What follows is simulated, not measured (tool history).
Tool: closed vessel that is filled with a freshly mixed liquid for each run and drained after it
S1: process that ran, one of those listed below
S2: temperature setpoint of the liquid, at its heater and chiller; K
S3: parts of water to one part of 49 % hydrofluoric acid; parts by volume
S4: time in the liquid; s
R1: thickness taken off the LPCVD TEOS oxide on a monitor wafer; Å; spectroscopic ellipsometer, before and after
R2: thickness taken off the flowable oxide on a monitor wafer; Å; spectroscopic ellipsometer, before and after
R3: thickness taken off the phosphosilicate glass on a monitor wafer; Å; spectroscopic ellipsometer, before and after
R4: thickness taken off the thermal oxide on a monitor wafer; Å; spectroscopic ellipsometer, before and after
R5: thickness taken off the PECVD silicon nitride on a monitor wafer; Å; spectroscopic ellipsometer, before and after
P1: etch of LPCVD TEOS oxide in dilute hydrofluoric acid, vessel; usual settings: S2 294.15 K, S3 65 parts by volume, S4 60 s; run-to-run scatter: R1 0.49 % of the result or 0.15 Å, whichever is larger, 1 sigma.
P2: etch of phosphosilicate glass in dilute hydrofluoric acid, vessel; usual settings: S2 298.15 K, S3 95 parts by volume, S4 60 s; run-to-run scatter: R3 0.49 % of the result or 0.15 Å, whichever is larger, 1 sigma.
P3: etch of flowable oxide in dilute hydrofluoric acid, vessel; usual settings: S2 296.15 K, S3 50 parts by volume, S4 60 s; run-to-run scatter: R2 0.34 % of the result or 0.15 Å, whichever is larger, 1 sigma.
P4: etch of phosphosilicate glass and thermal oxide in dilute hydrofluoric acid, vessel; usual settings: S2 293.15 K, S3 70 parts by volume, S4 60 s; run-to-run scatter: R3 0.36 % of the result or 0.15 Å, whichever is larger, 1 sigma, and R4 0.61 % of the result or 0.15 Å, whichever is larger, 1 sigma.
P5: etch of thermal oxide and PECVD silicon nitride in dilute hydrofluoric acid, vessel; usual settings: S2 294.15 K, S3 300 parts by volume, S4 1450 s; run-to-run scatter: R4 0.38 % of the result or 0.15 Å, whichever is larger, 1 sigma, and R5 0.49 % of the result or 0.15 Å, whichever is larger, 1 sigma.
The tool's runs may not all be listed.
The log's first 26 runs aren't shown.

run	hour	S1	S2	S3	S4	R1	R2	R3	R4	R5
27	351.7	P1	294.15	65	60	229.070				
28	361.8	P1	294.15	65	30	114.820				
29	373.7	P4	293.15	115	60			511.62	20.396	
30	385.3	P5	294.15	300	2630				297.100	123.740
31	399.8	P1	298.15	65	30	136.160				
32	413.3	P4	293.15	70	60			874.91	35.020	
33	422.4	P1	290.15	65	60	192.760				
34	435.2	P1	294.15	20	30	393.540				
35	453.4	P2	298.15	95	60			717.85		
36	463.2	P1	294.15	65	60	229.860				
37	471.5	P1	294.15	65	60	224.940				
38	479.4	P1	294.15	65	60	222.020				
39	497.5	P1	294.15	65	60	217.310				

The next listed run, before its measurement:
40	508.6	P1	294.15	65	60	?				

{"run 40": {"R1": 216.12}}
